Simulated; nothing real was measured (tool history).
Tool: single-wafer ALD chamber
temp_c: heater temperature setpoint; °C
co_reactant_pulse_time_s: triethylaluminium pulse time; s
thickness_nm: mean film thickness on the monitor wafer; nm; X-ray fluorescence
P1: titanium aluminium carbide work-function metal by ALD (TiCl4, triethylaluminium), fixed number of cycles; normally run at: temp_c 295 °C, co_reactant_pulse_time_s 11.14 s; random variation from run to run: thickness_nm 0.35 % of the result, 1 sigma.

run   hour  temp_c  co_reactant_pulse_time_s  hours since the last thermocouple change  hours since the last triethylaluminium bottle change  thickness_nm
  1    8.9     295                     11.14                                    1543.4                                                 220.8        1.9145
  2   20.1     295                     11.14                                    1554.6                                                 232.0        1.9136
  3   30.0     295                      3.82                                    1564.5                                                 241.9        1.4410
  4   39.6     295                     11.14                                    1574.1                                                 251.5        1.9043
  5   46.9     295                     11.14                                    1581.4                                                 258.8        1.9241
      51.1  -- triethylaluminium bottle replaced
  6   52.2     277                     14.33                                    1586.7                                                   1.2        1.7938
  7   58.1     295                     11.14                                    1592.6                                                   7.1        1.9181
  8   69.5     316                     11.14                                    1604.0                                                  18.5        2.0897
  9   79.0     271                     11.14                                    1613.5                                                  28.0        1.7186
 10   89.7     295                     11.14                                    1624.2                                                  38.7        1.9254
 11   96.0     295                     14.94                                    1630.5                                                  45.0        1.9535
 12  103.6     295                     11.14                                    1638.1                                                  52.6        1.9280
 13  109.6     295                     11.14                                    1644.1                                                  58.6        1.9113
 14  115.1     295                     11.14                                    1649.6                                                  64.1        1.9111
 15  126.1     295                     11.14                                    1660.6                                                  75.1        1.8808

The next listed run, before its measurement:
 16  133.7     295                     11.14                                    1668.2                                                  82.7             ?

{"run 16": {"thickness_nm": 1.8957}}

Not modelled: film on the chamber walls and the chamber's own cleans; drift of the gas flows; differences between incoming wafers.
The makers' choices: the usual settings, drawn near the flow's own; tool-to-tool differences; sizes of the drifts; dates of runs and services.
